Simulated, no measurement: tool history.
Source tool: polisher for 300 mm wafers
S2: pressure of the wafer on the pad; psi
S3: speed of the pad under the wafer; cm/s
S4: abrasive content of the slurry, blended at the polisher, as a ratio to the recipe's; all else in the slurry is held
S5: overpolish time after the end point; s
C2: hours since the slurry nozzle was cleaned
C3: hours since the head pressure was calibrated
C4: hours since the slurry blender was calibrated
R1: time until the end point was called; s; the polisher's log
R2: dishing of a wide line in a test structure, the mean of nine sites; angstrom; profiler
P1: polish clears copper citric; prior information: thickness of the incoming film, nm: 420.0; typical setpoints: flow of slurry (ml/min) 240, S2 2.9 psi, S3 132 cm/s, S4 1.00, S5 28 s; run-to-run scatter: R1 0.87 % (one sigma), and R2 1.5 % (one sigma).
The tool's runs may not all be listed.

{"run": 1, "hour": 8.1, "flow of slurry (ml/min)": 240, "S2": 2.9, "S3": 132, "S4": 1.0, "S5": 28, "wafers polished on this pad": 228, "C2": 32.6, "C3": 786.9, "C4": 189.4, "R1": 165.79, "R2": 502.98}
{"run": 2, "hour": 17.8, "flow of slurry (ml/min)": 240, "S2": 2.9, "S3": 194, "S4": 0.65, "S5": 28, "wafers polished on this pad": 269, "C2": 42.3, "C3": 796.6, "C4": 199.1, "R1": 122.3, "R2": 623.75}
{"run": 3, "hour": 30.8, "flow of slurry (ml/min)": 240, "S2": 2.9, "S3": 132, "S4": 1.0, "S5": 42, "wafers polished on this pad": 324, "C2": 55.3, "C3": 809.6, "C4": 212.1, "R1": 162.17, "R2": 684.24}
{"run": 4, "hour": 45.8, "flow of slurry (ml/min)": 325, "S2": 2.9, "S3": 192, "S4": 1.0, "S5": 28, "wafers polished on this pad": 388, "C2": 70.3, "C3": 824.6, "C4": 227.1, "R1": 108.41, "R2": 676.89}
{"run": 5, "hour": 52.8, "flow of slurry (ml/min)": 350, "S2": 2.9, "S3": 132, "S4": 1.0, "S5": 28, "wafers polished on this pad": 418, "C2": 77.3, "C3": 831.6, "C4": 234.1, "R1": 158.84, "R2": 491.27}
{"run": 6, "hour": 63.3, "flow of slurry (ml/min)": 240, "S2": 2.9, "S3": 132, "S4": 1.3, "S5": 28, "wafers polished on this pad": 462, "C2": 87.8, "C3": 842.1, "C4": 244.6, "R1": 155.17, "R2": 522.49}
{"run": 7, "hour": 78.8, "flow of slurry (ml/min)": 240, "S2": 2.9, "S3": 64, "S4": 1.0, "S5": 28, "wafers polished on this pad": 528, "C2": 103.3, "C3": 857.6, "C4": 260.1, "R1": 335.81, "R2": 266.12}
{"run": 8, "hour": 91.2, "flow of slurry (ml/min)": 240, "S2": 2.9, "S3": 176, "S4": 1.0, "S5": 28, "wafers polished on this pad": 581, "C2": 115.7, "C3": 870.0, "C4": 272.5, "R1": 124.4, "R2": 615.43}
{"run": 9, "hour": 101.2, "flow of slurry (ml/min)": 240, "S2": 1.9, "S3": 132, "S4": 1.0, "S5": 28, "wafers polished on this pad": 623, "C2": 125.7, "C3": 880.0, "C4": 282.5, "R1": 245.44, "R2": 343.75}
{"run": 10, "hour": 111.5, "flow of slurry (ml/min)": 240, "S2": 2.9, "S3": 132, "S4": 1.0, "S5": 28, "wafers polished on this pad": 667, "C2": 136.0, "C3": 890.3, "C4": 292.8, "R1": 164.78, "R2": 504.46}
{"run": 11, "hour": 124.3, "flow of slurry (ml/min)": 240, "S2": 2.9, "S3": 132, "S4": 0.5, "S5": 28, "wafers polished on this pad": 721, "C2": 148.8, "C3": 903.1, "C4": 305.6, "R1": 189.27, "R2": 431.16}
{"run": 12, "hour": 133.6, "flow of slurry (ml/min)": 240, "S2": 2.9, "S3": 132, "S4": 1.0, "S5": 8, "wafers polished on this pad": 760, "C2": 158.1, "C3": 912.4, "C4": 314.9, "R1": 162.38, "R2": 161.24}
{"run": 13, "hour": 145.5, "flow of slurry (ml/min)": 240, "S2": 2.9, "S3": 132, "S4": 1.0, "S5": 28, "wafers polished on this pad": 811, "C2": 170.0, "C3": 924.3, "C4": 326.8, "R1": 165.47, "R2": 504.09}
{"run": 14, "hour": 155.9, "flow of slurry (ml/min)": 240, "S2": 2.9, "S3": 132, "S4": 1.0, "S5": 28, "wafers polished on this pad": 855, "C2": 180.4, "C3": 934.7, "C4": 337.2, "R1": 163.93, "R2": 493.01}
{"run": 15, "hour": 168.1, "flow of slurry (ml/min)": 240, "S2": 1.8, "S3": 184, "S4": 1.0, "S5": 28, "wafers polished on this pad": 907, "C2": 192.6, "C3": 946.9, "C4": 349.4, "R1": 190.03, "R2": 422.96}
{"run": 16, "hour": 182.6, "flow of slurry (ml/min)": 240, "S2": 4.4, "S3": 132, "S4": 1.0, "S5": 28, "wafers polished on this pad": 968, "C2": 207.1, "C3": 961.4, "C4": 363.9, "R1": 108.73, "R2": 732.67}
{"run": 17, "hour": 195.4, "flow of slurry (ml/min)": 145, "S2": 2.9, "S3": 132, "S4": 1.0, "S5": 28, "wafers polished on this pad": 1023, "C2": 219.9, "C3": 974.2, "C4": 376.7, "R1": 180.16, "R2": 459.43}
{"run": 18, "hour": 208.9, "flow of slurry (ml/min)": 240, "S2": 2.9, "S3": 132, "S4": 1.0, "S5": 28, "wafers polished on this pad": 1080, "C2": 233.4, "C3": 987.7, "C4": 390.2, "R1": 165.26, "R2": 483.43}
{"run": 19, "hour": 216.6, "flow of slurry (ml/min)": 240, "S2": 2.9, "S3": 132, "S4": 1.0, "S5": 28, "wafers polished on this pad": 1112, "C2": 241.1, "C3": 995.4, "C4": 397.9, "R1": 164.89, "R2": 490.05}
{"run": 20, "hour": 229.7, "flow of slurry (ml/min)": 240, "S2": 2.9, "S3": 132, "S4": 1.0, "S5": 28, "wafers polished on this pad": 1168, "C2": 254.2, "C3": 1008.5, "C4": 411.0, "R1": 167.96, "R2": 479.65}
{"run": 21, "hour": 242.6, "flow of slurry (ml/min)": 240, "S2": 2.9, "S3": 132, "S4": 1.0, "S5": 28, "wafers polished on this pad": 1223, "C2": 267.1, "C3": 1021.4, "C4": 423.9, "R1": 170.1, "R2": 469.02}
{"run": 22, "hour": 249.4, "flow of slurry (ml/min)": 240, "S2": 2.9, "S3": 132, "S4": 1.0, "S5": 28, "wafers polished on this pad": 1252, "C2": 273.9, "C3": 1028.2, "C4": 430.7, "R1": 172.28, "R2": 471.97}
{"run": 23, "hour": 260.2, "flow of slurry (ml/min)": 240, "S2": 2.9, "S3": 132, "S4": 1.0, "S5": 28, "wafers polished on this pad": 1297, "C2": 284.7, "C3": 1039.0, "C4": 441.5, "R1": 171.9, "R2": 476.94}
{"run": 24, "hour": 268.7, "flow of slurry (ml/min)": 240, "S2": 2.9, "S3": 132, "S4": 1.0, "S5": 28, "wafers polished on this pad": 1333, "C2": 293.2, "C3": 1047.5, "C4": 450.0, "R1": 172.67, "R2": 483.68}
{"hour": 273.4, "done": "head pressure recalibrated"}
{"hour": 277.9, "done": "worn pad replaced by a new one"}
{"run": 25, "hour": 279.6, "flow of slurry (ml/min)": 240, "S2": 2.9, "S3": 132, "S4": 1.0, "S5": 28, "wafers polished on this pad": 7, "C2": 304.1, "C3": 6.3, "C4": 460.9, "R1": 173.04, "R2": 471.93}
{"run": 26, "hour": 289.8, "flow of slurry (ml/min)": 240, "S2": 2.9, "S3": 132, "S4": 1.0, "S5": 28, "wafers polished on this pad": 50, "C2": 314.3, "C3": 16.5, "C4": 471.1, "R1": 175.22, "R2": 480.86}
{"run": 27, "hour": 300.0, "flow of slurry (ml/min)": 240, "S2": 2.9, "S3": 132, "S4": 1.0, "S5": 28, "wafers polished on this pad": 94, "C2": 324.5, "C3": 26.7, "C4": 481.3, "R1": 173.57, "R2": 466.38}
{"run": 28, "hour": 312.1, "flow of slurry (ml/min)": 240, "S2": 2.9, "S3": 132, "S4": 1.0, "S5": 28, "wafers polished on this pad": 145, "C2": 336.6, "C3": 38.8, "C4": 493.4, "R1": 176.0, "R2": 463.96}
{"run": 29, "hour": 327.1, "flow of slurry (ml/min)": 240, "S2": 2.9, "S3": 132, "S4": 1.0, "S5": 28, "wafers polished on this pad": 208, "C2": 351.6, "C3": 53.8, "C4": 508.4, "R1": 174.15, "R2": 468.88}

P1 has crept away from where it was. The log is fitted equally well by each of these 2 causes, at the sizes shown:
A: slurry flow missing at the pad, % = 35.8
B: abrasive missing from the slurry, % = 25.2
The creep began at about hour 208.9.
Excluded causes, each with its reason:
removal rate lost through wear of the pad, %: serviced at hour 277.9, which brought nothing back
head's pressure below its setpoint, %: serviced at hour 273.4, which brought nothing back

The 4 check runs listed below each average the results of 3 wafers, and their outcomes are marked with question marks. Under which run would the listed causes produce clearly different results?
{"run": "check 1", "hour": 342.1, "flow of slurry (ml/min)": 145, "S2": 2.9, "S3": 132, "S4": 1.0, "S5": 28, "R1": "?", "R2": "?"}
{"run": "check 2", "hour": 342.1, "flow of slurry (ml/min)": 240, "S2": 2.9, "S3": 132, "S4": 1.0, "S5": 15, "R1": "?", "R2": "?"}
{"run": "check 3", "hour": 342.1, "flow of slurry (ml/min)": 240, "S2": 2.9, "S3": 132, "S4": 0.7, "S5": 28, "R1": "?", "R2": "?"}
{"run": "check 4", "hour": 342.1, "flow of slurry (ml/min)": 240, "S2": 3.5, "S3": 132, "S4": 1.0, "S5": 28, "R1": "?", "R2": "?"}

Check results expected under each cause:
check=check_1 result=R1 if_A=193.94 if_B=187.03
check=check_1 result=R2 if_A=427.79 if_B=441.26
check=check_2 result=R1 if_A=174.09 if_B=174.07
check=check_2 result=R2 if_A=270.60 if_B=270.64
check=check_3 result=R1 if_A=187.61 if_B=187.07
check=check_3 result=R2 if_A=440.09 if_B=441.18
check=check_4 result=R1 if_A=144.72 if_B=144.70
check=check_4 result=R2 if_A=553.27 if_B=553.35
How far apart the two closest causes lie, in the result that separates them most: check 1 3.63 %; check 2 0.02 %; check 3 0.29 %; check 4 0.02 %
The causes can be told apart only by check 1. The other checks would give nearly the same results under each of them.

Then check 1 was run and gave: R1 193.30 s; R2 425.38 angstrom. Which cause is it?

A is the cause: slurry flow missing at the pad, %.
